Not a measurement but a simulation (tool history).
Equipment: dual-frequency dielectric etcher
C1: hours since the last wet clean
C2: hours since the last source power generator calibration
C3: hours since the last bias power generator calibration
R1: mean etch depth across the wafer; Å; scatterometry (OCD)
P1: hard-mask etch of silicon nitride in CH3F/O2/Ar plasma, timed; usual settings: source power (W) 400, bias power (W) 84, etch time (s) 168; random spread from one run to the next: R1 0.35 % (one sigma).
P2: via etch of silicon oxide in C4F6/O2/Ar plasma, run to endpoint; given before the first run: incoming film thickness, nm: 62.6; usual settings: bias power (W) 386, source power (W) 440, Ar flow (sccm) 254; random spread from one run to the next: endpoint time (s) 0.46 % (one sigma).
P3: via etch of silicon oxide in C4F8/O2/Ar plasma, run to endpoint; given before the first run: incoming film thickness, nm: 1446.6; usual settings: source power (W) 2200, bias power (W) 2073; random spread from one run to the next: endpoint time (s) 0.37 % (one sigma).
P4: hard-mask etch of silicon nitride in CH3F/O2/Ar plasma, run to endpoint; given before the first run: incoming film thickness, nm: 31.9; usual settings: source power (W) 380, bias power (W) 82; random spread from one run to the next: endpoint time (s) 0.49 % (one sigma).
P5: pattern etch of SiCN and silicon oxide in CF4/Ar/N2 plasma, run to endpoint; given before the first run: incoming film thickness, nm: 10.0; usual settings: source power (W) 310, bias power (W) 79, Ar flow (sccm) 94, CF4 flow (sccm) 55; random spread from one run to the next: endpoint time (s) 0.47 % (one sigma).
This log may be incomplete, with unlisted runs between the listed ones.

{"run": 1, "hour": 6.2, "process that ran": "P1", "source power (W)": 400, "bias power (W)": 84, "etch time (s)": 168, "C1": 384.8, "C2": 1905.4, "C3": 1151.8, "R1": 1228}
{"run": 2, "hour": 14.6, "process that ran": "P1", "source power (W)": 400, "bias power (W)": 84, "etch time (s)": 168, "C1": 393.2, "C2": 1913.8, "C3": 1160.2, "R1": 1231.1}
{"run": 3, "hour": 22.8, "process that ran": "P4", "source power (W)": 220, "bias power (W)": 82, "C1": 401.4, "C2": 1922, "C3": 1168.4, "endpoint time (s)": 56.142}
{"run": 4, "hour": 30.6, "process that ran": "P1", "source power (W)": 400, "bias power (W)": 84, "etch time (s)": 168, "C1": 409.2, "C2": 1929.8, "C3": 1176.2, "R1": 1228.6}
{"run": 5, "hour": 37.4, "process that ran": "P5", "source power (W)": 310, "bias power (W)": 79, "Ar flow (sccm)": 94, "CF4 flow (sccm)": 55, "C1": 416, "C2": 1936.6, "C3": 1183, "endpoint time (s)": 16.102}
{"run": 6, "hour": 43.5, "process that ran": "P2", "source power (W)": 440, "bias power (W)": 231, "Ar flow (sccm)": 254, "C1": 422.1, "C2": 1942.7, "C3": 1189.1, "endpoint time (s)": 17.388}
{"run": 7, "hour": 49.4, "process that ran": "P1", "source power (W)": 400, "bias power (W)": 67, "etch time (s)": 131, "C1": 428, "C2": 1948.6, "C3": 1195, "R1": 884.37}
{"run": 8, "hour": 58.9, "process that ran": "P1", "source power (W)": 400, "bias power (W)": 84, "etch time (s)": 249, "C1": 437.5, "C2": 1958.1, "C3": 1204.5, "R1": 1824.4}
{"run": 9, "hour": 67.3, "process that ran": "P4", "source power (W)": 380, "bias power (W)": 82, "C1": 445.9, "C2": 1966.5, "C3": 1212.9, "endpoint time (s)": 45.446}
{"run": 10, "hour": 73.1, "process that ran": "P3", "source power (W)": 2200, "bias power (W)": 2073, "C1": 451.7, "C2": 1972.3, "C3": 1218.7, "endpoint time (s)": 267.26}
{"run": 11, "hour": 79.2, "process that ran": "P1", "source power (W)": 400, "bias power (W)": 84, "etch time (s)": 168, "C1": 457.8, "C2": 1978.4, "C3": 1224.8, "R1": 1222.5}
{"run": 12, "hour": 86.7, "process that ran": "P4", "source power (W)": 380, "bias power (W)": 104, "C1": 465.3, "C2": 1985.9, "C3": 1232.3, "endpoint time (s)": 41.605}
{"run": 13, "hour": 95.8, "process that ran": "P2", "source power (W)": 440, "bias power (W)": 386, "Ar flow (sccm)": 349, "C1": 474.4, "C2": 1995, "C3": 1241.4, "endpoint time (s)": 15.033}
{"run": 14, "hour": 105.4, "process that ran": "P3", "source power (W)": 2200, "bias power (W)": 1392, "C1": 484, "C2": 2004.6, "C3": 1251, "endpoint time (s)": 298.85}
{"run": 15, "hour": 114.2, "process that ran": "P5", "source power (W)": 310, "bias power (W)": 79, "Ar flow (sccm)": 94, "CF4 flow (sccm)": 74, "C1": 492.8, "C2": 2013.4, "C3": 1259.8, "endpoint time (s)": 15.327}
{"run": 16, "hour": 120.3, "process that ran": "P1", "source power (W)": 400, "bias power (W)": 84, "etch time (s)": 101.5, "C1": 498.9, "C2": 2019.5, "C3": 1265.9, "R1": 742.41}
{"run": 17, "hour": 129.7, "process that ran": "P1", "source power (W)": 480, "bias power (W)": 84, "etch time (s)": 168, "C1": 508.3, "C2": 2028.9, "C3": 1275.3, "R1": 1313.2}
{"run": 18, "hour": 135.3, "process that ran": "P3", "source power (W)": 1750, "bias power (W)": 2073, "C1": 513.9, "C2": 2034.5, "C3": 1280.9, "endpoint time (s)": 292.58}
{"run": 19, "hour": 144.4, "process that ran": "P4", "source power (W)": 380, "bias power (W)": 82, "C1": 523, "C2": 2043.6, "C3": 1290, "endpoint time (s)": 45.497}
{"run": 20, "hour": 149.8, "process that ran": "P5", "source power (W)": 310, "bias power (W)": 111, "Ar flow (sccm)": 94, "CF4 flow (sccm)": 55, "C1": 528.4, "C2": 2049, "C3": 1295.4, "endpoint time (s)": 14.153}
{"run": 21, "hour": 158.3, "process that ran": "P1", "source power (W)": 250, "bias power (W)": 84, "etch time (s)": 168, "C1": 536.9, "C2": 2057.5, "C3": 1303.9, "R1": 1028.2}
{"hour": 162.8, "done": "source power generator calibrated"}
{"run": 22, "hour": 166.1, "process that ran": "P1", "source power (W)": 400, "bias power (W)": 58, "etch time (s)": 168, "C1": 544.7, "C2": 3.3, "C3": 1311.7, "R1": 1080}
{"run": 23, "hour": 174.0, "process that ran": "P2", "source power (W)": 610, "bias power (W)": 386, "Ar flow (sccm)": 254, "C1": 552.6, "C2": 11.2, "C3": 1319.6, "endpoint time (s)": 12.86}
{"run": 24, "hour": 183.6, "process that ran": "P5", "source power (W)": 230, "bias power (W)": 79, "Ar flow (sccm)": 94, "CF4 flow (sccm)": 55, "C1": 562.2, "C2": 20.8, "C3": 1329.2, "endpoint time (s)": 20.516}
{"run": 25, "hour": 190.1, "process that ran": "P5", "source power (W)": 310, "bias power (W)": 79, "Ar flow (sccm)": 131, "CF4 flow (sccm)": 55, "C1": 568.7, "C2": 27.3, "C3": 1335.7, "endpoint time (s)": 16.732}
{"run": 26, "hour": 196.4, "process that ran": "P2", "source power (W)": 440, "bias power (W)": 386, "Ar flow (sccm)": 254, "C1": 575, "C2": 33.6, "C3": 1342, "endpoint time (s)": 14.571}
{"run": 27, "hour": 206.0, "process that ran": "P1", "source power (W)": 400, "bias power (W)": 106, "etch time (s)": 168, "C1": 584.6, "C2": 43.2, "C3": 1351.6, "R1": 1350.2}
{"run": 28, "hour": 214.6, "process that ran": "P5", "source power (W)": 310, "bias power (W)": 79, "Ar flow (sccm)": 94, "CF4 flow (sccm)": 55, "C1": 593.2, "C2": 51.8, "C3": 1360.2, "endpoint time (s)": 16.111}
{"run": 29, "hour": 220.3, "process that ran": "P1", "source power (W)": 400, "bias power (W)": 84, "etch time (s)": 168, "C1": 598.9, "C2": 57.5, "C3": 1365.9, "R1": 1226.6}
{"run": 30, "hour": 229.9, "process that ran": "P1", "source power (W)": 400, "bias power (W)": 84, "etch time (s)": 168, "C1": 608.5, "C2": 67.1, "C3": 1375.5, "R1": 1241.2}
{"run": 31, "hour": 238.9, "process that ran": "P1", "source power (W)": 400, "bias power (W)": 84, "etch time (s)": 168, "C1": 617.5, "C2": 76.1, "C3": 1384.5, "R1": 1241.1}
{"run": 32, "hour": 243.5, "process that ran": "P1", "source power (W)": 400, "bias power (W)": 84, "etch time (s)": 168, "C1": 622.1, "C2": 80.7, "C3": 1389.1, "R1": 1247}
{"run": 33, "hour": 251.3, "process that ran": "P1", "source power (W)": 400, "bias power (W)": 84, "etch time (s)": 168, "C1": 629.9, "C2": 88.5, "C3": 1396.9, "R1": 1248.8}
{"run": 34, "hour": 255.6, "process that ran": "P1", "source power (W)": 400, "bias power (W)": 84, "etch time (s)": 168, "C1": 634.2, "C2": 92.8, "C3": 1401.2, "R1": 1246.6}
{"run": 35, "hour": 260.4, "process that ran": "P1", "source power (W)": 400, "bias power (W)": 84, "etch time (s)": 168, "C1": 639, "C2": 97.6, "C3": 1406, "R1": 1247.3}
{"run": 36, "hour": 266.7, "process that ran": "P1", "source power (W)": 400, "bias power (W)": 84, "etch time (s)": 168, "C1": 645.3, "C2": 103.9, "C3": 1412.3, "R1": 1244}
{"run": 37, "hour": 274.7, "process that ran": "P1", "source power (W)": 400, "bias power (W)": 84, "etch time (s)": 168, "C1": 653.3, "C2": 111.9, "C3": 1420.3, "R1": 1251.2}
{"hour": 274.9, "done": "wet clean of the chamber"}
{"run": 38, "hour": 281.1, "process that ran": "P1", "source power (W)": 400, "bias power (W)": 84, "etch time (s)": 168, "C1": 6.2, "C2": 118.3, "C3": 1426.7, "R1": 1245.3}
{"run": 39, "hour": 289.5, "process that ran": "P1", "source power (W)": 400, "bias power (W)": 84, "etch time (s)": 168, "C1": 14.6, "C2": 126.7, "C3": 1435.1, "R1": 1249.8}
{"run": 40, "hour": 294.9, "process that ran": "P1", "source power (W)": 400, "bias power (W)": 84, "etch time (s)": 168, "C1": 20, "C2": 132.1, "C3": 1440.5, "R1": 1245.6}

The output of P1 has drifted from where it used to be. Each of the 2 causes below, taken at the size shown beside it, accounts for the log equally well:
A: source power that arrives over what is set, % = 4.72
B: bias power that arrives over what is set, % = 4.98
The creep began at about hour 220.3.
Every other cause this tool's parts could produce, and why it does not fit the log:
chamber walls in a state that raises the etch rate, %: serviced at hour 274.9, after the change had begun; the process did not return to its earlier output

4 check runs are offered, each on 3 wafers whose results are averaged, their results left as question marks. Which one tells the causes apart?
{"run": "check 1", "hour": 300.3, "process that ran": "P5", "source power (W)": 310, "bias power (W)": 111, "Ar flow (sccm)": 110, "CF4 flow (sccm)": 55, "endpoint time (s)": "?"}
{"run": "check 2", "hour": 300.3, "process that ran": "P3", "source power (W)": 2200, "bias power (W)": 1761, "endpoint time (s)": "?"}
{"run": "check 3", "hour": 300.3, "process that ran": "P4", "source power (W)": 380, "bias power (W)": 98, "endpoint time (s)": "?"}
{"run": "check 4", "hour": 300.3, "process that ran": "P2", "source power (W)": 610, "bias power (W)": 251, "Ar flow (sccm)": 254, "endpoint time (s)": "?"}

What each check would give under each cause:
check=check_1 result=endpoint_time_(s) if_A=13.808 if_B=14.099
check=check_2 result=endpoint_time_(s) if_A=274.63 if_B=276.04
check=check_3 result=endpoint_time_(s) if_A=42.022 if_B=41.991
check=check_4 result=endpoint_time_(s) if_A=14.643 if_B=14.672
How far apart the two closest causes lie, in the result that separates them most: check 1 2.08 %; check 2 0.51 %; check 3 0.07 %; check 4 0.2 %
Only in check 1 would the causes give clearly different results; in the remaining checks their results would be nearly the same.

Check 1 was then run and gave: endpoint time (s) 13.774. Which cause is it?

A is the cause: source power that arrives over what is set, %.
